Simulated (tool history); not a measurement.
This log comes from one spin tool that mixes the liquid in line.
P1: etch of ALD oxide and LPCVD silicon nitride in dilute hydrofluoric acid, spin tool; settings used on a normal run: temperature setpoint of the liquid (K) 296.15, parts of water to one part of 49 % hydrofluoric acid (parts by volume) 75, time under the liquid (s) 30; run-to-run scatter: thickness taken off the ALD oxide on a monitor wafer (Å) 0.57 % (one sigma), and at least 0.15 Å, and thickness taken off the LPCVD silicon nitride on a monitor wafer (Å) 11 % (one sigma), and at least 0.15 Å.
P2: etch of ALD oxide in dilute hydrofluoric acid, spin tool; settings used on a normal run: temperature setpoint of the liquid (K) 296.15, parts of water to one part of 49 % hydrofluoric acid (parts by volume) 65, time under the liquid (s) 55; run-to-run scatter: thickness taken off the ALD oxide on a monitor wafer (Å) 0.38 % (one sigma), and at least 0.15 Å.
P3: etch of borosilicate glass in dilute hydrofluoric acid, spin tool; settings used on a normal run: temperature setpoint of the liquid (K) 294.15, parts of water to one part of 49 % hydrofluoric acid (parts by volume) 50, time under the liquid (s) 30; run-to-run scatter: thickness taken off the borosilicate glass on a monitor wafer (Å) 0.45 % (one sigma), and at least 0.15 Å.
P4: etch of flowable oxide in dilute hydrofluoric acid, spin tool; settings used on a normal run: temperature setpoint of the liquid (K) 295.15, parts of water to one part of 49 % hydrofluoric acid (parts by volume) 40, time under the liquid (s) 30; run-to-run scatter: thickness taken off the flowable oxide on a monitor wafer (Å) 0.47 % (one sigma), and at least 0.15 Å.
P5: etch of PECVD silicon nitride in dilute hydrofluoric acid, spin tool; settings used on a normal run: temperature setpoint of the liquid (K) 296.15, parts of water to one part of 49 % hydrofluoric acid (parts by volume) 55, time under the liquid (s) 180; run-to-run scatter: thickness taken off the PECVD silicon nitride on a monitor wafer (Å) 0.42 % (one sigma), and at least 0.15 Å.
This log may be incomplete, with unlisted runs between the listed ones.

| run | hour | process that ran | temperature setpoint of the liquid (K) | parts of water to one part of 49 % hydrofluoric acid (parts by volume) | time under the liquid (s) | hours since the thermometer was replaced | hours since the hydrofluoric acid flow meter was replaced | thickness taken off the ALD oxide on a monitor wafer (Å) | thickness taken off the LPCVD silicon nitride on a monitor wafer (Å) | thickness taken off the flowable oxide on a monitor wafer (Å) | thickness taken off the PECVD silicon nitride on a monitor wafer (Å) | thickness taken off the borosilicate glass on a monitor wafer (Å) |
|---|---|---|---|---|---|---|---|---|---|---|---|---|
| 1 | 6.6 | P1 | 296.15 | 75 | 30 | 122.4 | 1848.6 | 56.173 | 1.90760 |  |  |  |
| 2 | 17.3 | P1 | 296.15 | 75 | 60 | 133.1 | 1859.3 | 113.020 | 3.46140 |  |  |  |
| 3 | 23.2 | P1 | 300.65 | 75 | 30 | 139.0 | 1865.2 | 66.720 | 2.37640 |  |  |  |
| 4 | 33.0 | P1 | 290.15 | 75 | 30 | 148.8 | 1875.0 | 43.561 | 1.07190 |  |  |  |
| 5 | 39.9 | P2 | 302.15 | 65 | 55 | 155.7 | 1881.9 | 210.000 |  |  |  |  |
| 6 | 51.4 | P4 | 290.15 | 40 | 30 | 167.2 | 1893.4 |  |  | 414.63 |  |  |
| 7 | 61.9 | P1 | 296.15 | 75 | 15 | 177.7 | 1903.9 | 28.047 | 0.59965 |  |  |  |
| 8 | 75.7 | P5 | 304.15 | 55 | 180 | 191.5 | 1917.7 |  |  |  | 266.250 |  |
| 9 | 87.3 | P5 | 296.15 | 55 | 180 | 203.1 | 1929.3 |  |  |  | 157.100 |  |
| 10 | 99.4 | P1 | 296.15 | 75 | 30 | 215.2 | 1941.4 | 56.040 | 1.46980 |  |  |  |
| 11 | 108.2 | P1 | 296.15 | 75 | 30 | 224.0 | 1950.2 | 55.880 | 1.75390 |  |  |  |
| 12 | 114.7 | P4 | 295.15 | 40 | 30 | 230.5 | 1956.7 |  |  | 512.61 |  |  |
| 13 | 124.9 | P1 | 296.15 | 20 | 30 | 240.7 | 1966.9 | 226.180 | 5.51080 |  |  |  |
| 14 | 133.1 | P5 | 296.15 | 55 | 15 | 248.9 | 1975.1 |  |  |  | 13.253 |  |
| 15 | 139.8 | P1 | 296.15 | 75 | 30 | 255.6 | 1981.8 | 56.332 | 1.71150 |  |  |  |
| 16 | 152.6 | P4 | 295.15 | 40 | 15 | 268.4 | 1994.6 |  |  | 257.09 |  |  |
| 17 | 163.5 | P1 | 290.65 | 25 | 30 | 279.3 | 2005.5 | 141.890 | 3.65330 |  |  |  |
| 18 | 175.3 | P1 | 300.15 | 75 | 45 | 291.1 | 2017.3 | 99.397 | 2.83600 |  |  |  |
| 19 | 187.6 | P4 | 295.15 | 60 | 30 | 303.4 | 2029.6 |  |  | 334.67 |  |  |
| 20 | 200.5 | P1 | 296.15 | 35 | 15 | 316.3 | 2042.5 | 63.425 | 1.20530 |  |  |  |
| 21 | 210.2 | P1 | 296.15 | 105 | 30 | 326.0 | 2052.2 | 38.532 | 1.11430 |  |  |  |
| 22 | 219.3 | P2 | 296.15 | 105 | 55 | 335.1 | 2061.3 | 97.154 |  |  |  |  |
| 23 | 228.8 | P1 | 296.15 | 75 | 30 | 344.6 | 2070.8 | 56.050 | 2.29010 |  |  |  |
| 24 | 241.3 | P5 | 296.15 | 20 | 180 | 357.1 | 2083.3 |  |  |  | 418.960 |  |
| 25 | 253.6 | P2 | 296.15 | 65 | 55 | 369.4 | 2095.6 | 165.540 |  |  |  |  |
| 26 | 263.9 | P3 | 294.15 | 50 | 30 | 379.7 | 2105.9 |  |  |  |  | 181.91 |
| 27 | 273.2 | P3 | 294.15 | 50 | 50 | 389.0 | 2115.2 |  |  |  |  | 304.70 |
| 28 | 280.6 | P3 | 294.15 | 20 | 30 | 396.4 | 2122.6 |  |  |  |  | 473.09 |
| 29 | 288.5 | P2 | 296.15 | 65 | 15 | 404.3 | 2130.5 | 45.067 |  |  |  |  |
| 30 | 299.5 | P1 | 296.15 | 75 | 30 | 415.3 | 2141.5 | 56.220 | 2.00560 |  |  |  |
| 31 | 308.2 | P1 | 296.15 | 75 | 30 | 424.0 | 2150.2 | 56.008 | 1.66520 |  |  |  |
| 32 | 314.3 | P3 | 290.15 | 50 | 30 | 430.1 | 2156.3 |  |  |  |  | 152.27 |
| 33 | 327.0 | P1 | 296.15 | 75 | 30 | 442.8 | 2169.0 | 56.403 | 1.85640 |  |  |  |
| 34 | 335.4 | P1 | 296.15 | 75 | 30 | 451.2 | 2177.4 | 54.710 | 1.76410 |  |  |  |
| 35 | 347.1 | P1 | 296.15 | 75 | 30 | 462.9 | 2189.1 | 54.205 | 1.83030 |  |  |  |
| 36 | 354.7 | P1 | 296.15 | 75 | 30 | 470.5 | 2196.7 | 53.528 | 2.10430 |  |  |  |
| 37 | 362.2 | P1 | 296.15 | 75 | 30 | 478.0 | 2204.2 | 52.954 | 1.61200 |  |  |  |
| 38 | 372.1 | P1 | 296.15 | 75 | 30 | 487.9 | 2214.1 | 53.231 | 1.47520 |  |  |  |
| 39 | 378.9 | P1 | 296.15 | 75 | 30 | 494.7 | 2220.9 | 52.728 | 1.49110 |  |  |  |
| 40 | 385.3 | P1 | 296.15 | 75 | 30 | 501.1 | 2227.3 | 52.836 | 1.49450 |  |  |  |
| 41 | 396.5 | P1 | 296.15 | 75 | 30 | 512.3 | 2238.5 | 52.321 | 1.64120 |  |  |  |
| 42 | 408.4 | P1 | 296.15 | 75 | 30 | 524.2 | 2250.4 | 52.384 | 1.84220 |  |  |  |

What will run 43 give?
| 43 | 414.4 | P1 | 296.15 | 75 | 30 | 530.2 | 2256.4 | ? | ? |  |  |  |

{"run 43": {"thickness taken off the ALD oxide on a monitor wafer (Å)": 53.212, "thickness taken off the LPCVD silicon nitride on a monitor wafer (Å)": 1.3681}}
